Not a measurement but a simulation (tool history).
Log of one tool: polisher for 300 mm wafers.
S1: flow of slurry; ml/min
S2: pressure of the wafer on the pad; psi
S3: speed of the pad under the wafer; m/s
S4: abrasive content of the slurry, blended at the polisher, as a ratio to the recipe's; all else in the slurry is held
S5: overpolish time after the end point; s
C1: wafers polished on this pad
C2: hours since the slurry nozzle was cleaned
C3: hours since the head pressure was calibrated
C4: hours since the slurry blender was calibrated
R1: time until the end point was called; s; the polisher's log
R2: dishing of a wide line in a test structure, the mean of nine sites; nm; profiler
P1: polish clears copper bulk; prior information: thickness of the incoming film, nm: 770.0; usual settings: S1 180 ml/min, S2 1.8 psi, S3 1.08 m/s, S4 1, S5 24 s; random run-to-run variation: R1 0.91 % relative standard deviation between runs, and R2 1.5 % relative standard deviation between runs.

run 1 day=0.217 | S1=180 S2=1.8 S3=1.08 S4=1 S5=24 | C1=567 C2=57.4 C3=663.5 C4=186.6 | R1=123.9 R2=51.288
run 2 day=0.358 | S1=180 S2=1.8 S3=1.08 S4=0.65 S5=24 | C1=590 C2=60.8 C3=666.9 C4=190 | R1=138.13 R2=49.744
run 3 day=0.621 | S1=180 S2=1.8 S3=1.08 S4=1 S5=24 | C1=632 C2=67.1 C3=673.2 C4=196.3 | R1=124.24 R2=50.094
run 4 day=0.796 | S1=180 S2=1.8 S3=1.08 S4=1.25 S5=13 | C1=660 C2=71.3 C3=677.4 C4=200.5 | R1=118.47 R2=39.799
run 5 day=1.004 | S1=180 S2=1.8 S3=1.08 S4=1 S5=45 | C1=694 C2=76.3 C3=682.4 C4=205.5 | R1=123.13 R2=59.913
run 6 day=1.175 | S1=180 S2=1.8 S3=1.54 S4=1 S5=24 | C1=721 C2=80.4 C3=686.5 C4=209.6 | R1=86.72 R2=55.457
run 7 day=1.412 | S1=110 S2=1.8 S3=1.08 S4=1 S5=24 | C1=759 C2=86.1 C3=692.2 C4=215.3 | R1=137.19 R2=49.605
run 8 day=1.683 | S1=285 S2=1.8 S3=1.08 S4=1 S5=24 | C1=803 C2=92.6 C3=698.7 C4=221.8 | R1=116.47 R2=51.778
run 9 day=1.838 | S1=180 S2=2.5 S3=1.08 S4=1 S5=24 | C1=828 C2=96.3 C3=702.4 C4=225.5 | R1=89.48 R2=60.684
run 10 day=2.017 | S1=180 S2=1.8 S3=1.08 S4=1.45 S5=24 | C1=857 C2=100.6 C3=706.7 C4=229.8 | R1=117.13 R2=53.247
run 11 day=2.217 | S1=180 S2=1.8 S3=1.08 S4=1 S5=24 | C1=889 C2=105.4 C3=711.5 C4=234.6 | R1=123.71 R2=52.004
run 12 day=2.392 | S1=240 S2=1.8 S3=1.58 S4=1 S5=24 | C1=917 C2=109.6 C3=715.7 C4=238.8 | R1=83.059 R2=58.301
run 13 day=2.617 | S1=180 S2=1.8 S3=1.08 S4=1 S5=7 | C1=953 C2=115 C3=721.1 C4=244.2 | R1=125.83 R2=26.095
run 14 day=2.854 | S1=180 S2=1.8 S3=1.08 S4=1 S5=24 | C1=991 C2=120.7 C3=726.8 C4=249.9 | R1=123.99 R2=51.81
run 15 day=3.012 | S1=180 S2=1.8 S3=0.76 S4=1 S5=24 | C1=1017 C2=124.5 C3=730.6 C4=253.7 | R1=179.43 R2=44.53
run 16 day=3.292 | S1=180 S2=0.8 S3=1.08 S4=1 S5=24 | C1=1062 C2=131.2 C3=737.3 C4=260.4 | R1=279.64 R2=31.766
run 17 day=3.458 | S1=180 S2=1.8 S3=1.08 S4=1 S5=24 | C1=1088 C2=135.2 C3=741.3 C4=264.4 | R1=123.51 R2=51.383
run 18 day=3.658 | S1=180 S2=1.8 S3=1.08 S4=1 S5=24 | C1=1121 C2=140 C3=746.1 C4=269.2 | R1=125.55 R2=51.092
run 19 day=3.871 | S1=180 S2=1.8 S3=1.08 S4=1 S5=24 | C1=1155 C2=145.1 C3=751.2 C4=274.3 | R1=128.73 R2=49.817
run 20 day=4.1 | S1=180 S2=1.8 S3=1.08 S4=1 S5=24 | C1=1192 C2=150.6 C3=756.7 C4=279.8 | R1=129.82 R2=49.859
run 21 day=4.292 | S1=180 S2=1.8 S3=1.08 S4=1 S5=24 | C1=1222 C2=155.2 C3=761.3 C4=284.4 | R1=132.37 R2=49.868
run 22 day=4.442 | S1=180 S2=1.8 S3=1.08 S4=1 S5=24 | C1=1247 C2=158.8 C3=764.9 C4=288 | R1=131.85 R2=49.425
-- day=4.512 head pressure recalibrated
run 23 day=4.579 | S1=180 S2=1.8 S3=1.08 S4=1 S5=24 | C1=1269 C2=162.1 C3=1.7 C4=291.3 | R1=131.84 R2=51.633
-- day=4.6 worn pad replaced by a new one
run 24 day=4.729 | S1=180 S2=1.8 S3=1.08 S4=1 S5=24 | C1=20 C2=165.7 C3=5.3 C4=294.9 | R1=134.54 R2=50.165
run 25 day=4.888 | S1=180 S2=1.8 S3=1.08 S4=1 S5=24 | C1=46 C2=169.5 C3=9.1 C4=298.7 | R1=134.58 R2=50.428
run 26 day=5.204 | S1=180 S2=1.8 S3=1.08 S4=1 S5=24 | C1=97 C2=177.1 C3=16.7 C4=306.3 | R1=135.2 R2=49.023
run 27 day=5.454 | S1=180 S2=1.8 S3=1.08 S4=1 S5=24 | C1=137 C2=183.1 C3=22.7 C4=312.3 | R1=136.71 R2=51.282
run 28 day=5.621 | S1=180 S2=1.8 S3=1.08 S4=1 S5=24 | C1=164 C2=187.1 C3=26.7 C4=316.3 | R1=133.84 R2=50.762

The output of P1 has drifted from where it used to be. Each of the 2 causes below, taken at the size shown beside it, accounts for the log equally well:
A: slurry flow missing at the pad, % = 37.5
B: abrasive missing from the slurry, % = 33.6
Creep in the process output first set in at about day 3.658.
Excluded causes, each with its reason:
removal rate lost through wear of the pad, %: was serviced at day 4.6, once the creep was under way, yet the earlier output never came back
head's pressure below its setpoint, %: was serviced at day 4.512, once the creep was under way, yet the earlier output never came back

The list below offers 4 check runs, each averaging the results of 5 wafers, and shows each result as a question mark. For which of them would the listed causes give clearly different results?
run check 1 day=5.788 | S1=180 S2=1.8 S3=0.76 S4=1 S5=24 | R1=? R2=?
run check 2 day=5.788 | S1=280 S2=1.8 S3=1.08 S4=1.35 S5=24 | R1=? R2=?
run check 3 day=5.788 | S1=180 S2=1.8 S3=1.08 S4=1.3 S5=24 | R1=? R2=?
run check 4 day=5.788 | S1=180 S2=1.1 S3=1.08 S4=1 S5=24 | R1=? R2=?

Expected result of each check under each candidate cause:
check=check_1 result=R1 if_A=192.86 if_B=192.89
check=check_1 result=R2 if_A=42.897 if_B=42.893
check=check_2 result=R1 if_A=117.2 if_B=121.03
check=check_2 result=R2 if_A=52.509 if_B=51.986
check=check_3 result=R1 if_A=128.18 if_B=128.56
check=check_3 result=R2 if_A=51.012 if_B=50.961
check=check_4 result=R1 if_A=222.08 if_B=222.12
check=check_4 result=R2 if_A=37.037 if_B=37.033
Separation of the two closest causes in each check, using whichever result separates them best: check 1 0.02 %; check 2 3.22 %; check 3 0.29 %; check 4 0.02 %
Check 2 tells the causes apart: in the others they would give nearly the same result.

Check 2 was then run and gave: R1 120.18 s; R2 51.901 nm. Which cause is it?

It is B: abrasive missing from the slurry, %.

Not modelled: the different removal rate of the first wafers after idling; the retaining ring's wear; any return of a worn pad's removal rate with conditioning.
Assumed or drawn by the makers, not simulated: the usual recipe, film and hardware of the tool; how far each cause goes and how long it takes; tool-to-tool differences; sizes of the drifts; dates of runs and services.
